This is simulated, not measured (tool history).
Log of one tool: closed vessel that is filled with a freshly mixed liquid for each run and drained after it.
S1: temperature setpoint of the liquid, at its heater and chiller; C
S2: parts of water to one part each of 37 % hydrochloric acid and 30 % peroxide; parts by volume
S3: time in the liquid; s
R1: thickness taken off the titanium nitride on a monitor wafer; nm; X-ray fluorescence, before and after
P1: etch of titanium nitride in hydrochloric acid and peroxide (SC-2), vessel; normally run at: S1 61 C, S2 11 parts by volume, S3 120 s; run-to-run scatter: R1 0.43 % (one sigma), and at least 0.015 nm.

run,hour,S1,S2,S3,R1
1,11.4,61,11,120,8.5695
2,17.6,61,11,30,2.1494
3,28.5,47.5,11,120,3.5582
4,36.8,61,11,120,8.6213
5,46.9,61,11,235,16.817
6,58.3,48,7,120,5.3377
7,66.2,61,11,120,8.6208
8,74.7,72,11,120,16.771
9,81.9,61,19,120,5.3364
10,87.6,61,11,120,8.5299
11,99.8,61,11,120,8.61
12,109.7,61,4,120,18.744
13,121.1,61,11,120,8.6225
14,126.4,61,4,225,34.865
15,133.5,72,5,120,30.919
16,144.8,61,11,120,8.5671
17,154.6,61,11,120,8.3272

Forecast run 18:
18,164.5,61,11,120,?

R1: 8.1304 nm

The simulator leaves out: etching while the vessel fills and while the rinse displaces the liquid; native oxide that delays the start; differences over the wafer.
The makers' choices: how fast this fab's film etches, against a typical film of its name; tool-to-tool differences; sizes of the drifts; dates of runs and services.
